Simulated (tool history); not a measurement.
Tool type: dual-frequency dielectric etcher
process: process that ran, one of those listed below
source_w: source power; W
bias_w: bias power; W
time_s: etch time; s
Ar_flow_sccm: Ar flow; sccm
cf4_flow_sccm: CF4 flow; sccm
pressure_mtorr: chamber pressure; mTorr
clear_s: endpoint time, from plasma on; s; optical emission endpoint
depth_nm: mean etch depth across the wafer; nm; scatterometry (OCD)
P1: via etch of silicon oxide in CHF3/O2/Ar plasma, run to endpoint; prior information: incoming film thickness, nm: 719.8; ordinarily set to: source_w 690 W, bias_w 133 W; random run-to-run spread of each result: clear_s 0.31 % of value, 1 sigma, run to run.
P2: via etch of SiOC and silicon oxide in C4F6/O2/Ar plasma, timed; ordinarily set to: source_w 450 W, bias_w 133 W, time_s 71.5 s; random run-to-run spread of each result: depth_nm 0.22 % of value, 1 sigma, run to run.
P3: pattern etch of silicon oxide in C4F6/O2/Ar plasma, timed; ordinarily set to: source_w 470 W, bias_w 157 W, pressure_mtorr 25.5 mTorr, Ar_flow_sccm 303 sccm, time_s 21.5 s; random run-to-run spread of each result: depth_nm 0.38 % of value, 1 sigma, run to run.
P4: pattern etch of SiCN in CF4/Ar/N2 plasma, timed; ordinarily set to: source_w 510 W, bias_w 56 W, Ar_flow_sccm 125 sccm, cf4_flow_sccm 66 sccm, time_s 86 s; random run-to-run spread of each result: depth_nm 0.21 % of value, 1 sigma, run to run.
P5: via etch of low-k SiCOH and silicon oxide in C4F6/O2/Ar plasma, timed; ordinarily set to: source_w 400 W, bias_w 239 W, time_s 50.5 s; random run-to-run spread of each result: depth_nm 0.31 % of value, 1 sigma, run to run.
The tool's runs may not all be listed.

run	hour	process	source_w	bias_w	time_s	Ar_flow_sccm	cf4_flow_sccm	pressure_mtorr	hours since the last wet clean	hours since the last source power generator calibration	hours since the last bias power generator calibration	clear_s	depth_nm
1	3.1	P1	690	133					237.5	479.1	1590.9	376.91	
2	6.6	P5	240	239	50.5				241	482.6	1594.4		121.9
3	9.7	P4	510	56	86	125	66		244.1	485.7	1597.5		74.515
4	12.6	P1	460	133					247	488.6	1600.4	442.22	
5	15.5	P5	400	239	50.5				249.9	491.5	1603.3		147.01
6	17.7	P1	820	133					252.1	493.7	1605.5	352.24	
7	21.8	P1	690	133					256.2	497.8	1609.6	377.75	
8	24.8	P1	690	133					259.2	500.8	1612.6	376.26	
9	27.3	P1	690	188					261.7	503.3	1615.1	336.4	
10	30.8	P2	450	133	71.5				265.2	506.8	1618.6		77.953
11	33.6	P3	470	157	32	303		25.5	268	509.6	1621.4		104.81
12	35.7	P2	270	133	71.5				270.1	511.7	1623.5		63.608
13	38	P3	470	157	21.5	234		25.5	272.4	514	1625.8		72.415
14	41	P4	510	56	117.5	125	66		275.4	517	1628.8		101.65
15	44.6	P4	510	33	86	125	66		279	520.6	1632.4		62.708
16	46.5	P1	690	92					280.9	522.5	1634.3	419.81	
17	50.1	P5	400	239	64.5				284.5	526.1	1637.9		189.2
18	53.6	P1	690	133					288	529.6	1641.4	376.18	
19	55.8	P3	670	157	21.5	303		25.5	290.2	531.8	1643.6		81.621
20	59.3	P3	470	157	21.5	303		25.5	293.7	535.3	1647.1		70.682
21	62.3	P4	510	56	86	125	66		296.7	538.3	1650.1		74.312
22	64.6	P5	400	150	50.5				299	540.6	1652.4		127.02
23	68.4	P4	510	56	86	125	48		302.8	544.4	1656.2		70.371
24	71.4	P3	470	157	21.5	303		32	305.8	547.4	1659.2		68.744
25	75.2	P4	510	56	86	162	66		309.6	551.2	1663		71.093
26	77.6	P2	450	185	71.5				312	553.6	1665.4		85.835
27	79.6	P4	360	56	86	125	66		314	555.6	1667.4		54.732
28	83.1	P1	520	100					317.5	559.1	1670.9	459.16	
29	86.4	P2	450	133	94				320.8	562.4	1674.2		101.92
30	89.2	P3	470	202	21.5	303		25.5	323.6	565.2	1677		76.219
31	92.7	P1	690	133					327.1	568.7	1680.5	375.35	
32	95.4	P1	690	133					329.8	571.4	1683.2	380.22	
33	97.3	P1	690	133					331.7	573.3	1685.1	381.6	
# hour 98.6: wet clean of the chamber
34	99.4	P1	690	133					0.9	575.4	1687.2	383.82	
35	102.9	P1	690	133					4.4	578.9	1690.7	381.56	
36	105.3	P1	690	133					6.8	581.3	1693.1	382.99	
37	109.2	P1	690	133					10.7	585.2	1697	383.24	

The output of P1 has drifted from where it used to be. Each of the 2 causes below, taken at the size shown beside it, accounts for the log equally well:
A: bias power that arrives under what is set, % = 4.85
B: source power that arrives under what is set, % = 3.86
The process output started creeping at around hour 92.7.
Every other cause this tool's parts could produce, and why it does not fit the log:
chamber walls in a state that lowers the etch rate, %: its service at hour 98.6 followed the start of the drift and did not put the process back to its old value

Each of the 4 check runs below uses one wafer; its results are left as question marks. Which run tells the causes apart?
check 1	113.1	P3	660	157	21.5	303		25.5					?
check 2	113.1	P4	510	36	86	125	66						?
check 3	113.1	P2	330	182	71.5								?
check 4	113.1	P5	260	239	64								?

What each check would give under each cause:
check	result	if A	if B
check 1	depth_nm	79.706	79.617
check 2	depth_nm	63.487	62.223
check 3	depth_nm	74.712	74.787
check 4	depth_nm	156.04	156.37
Distance between the nearest two causes, measured in the result of the check that separates them most: check 1 0.11 %; check 2 2.01 %; check 3 0.1 %; check 4 0.21 %
Of the check runs offered, only check 2 discriminates between the causes; the rest would read about the same regardless of which cause applies.

Then check 2 was run and gave: depth_nm 62.311 nm. Which cause is it?

The correct cause is B, namely: source power that arrives under what is set, %.
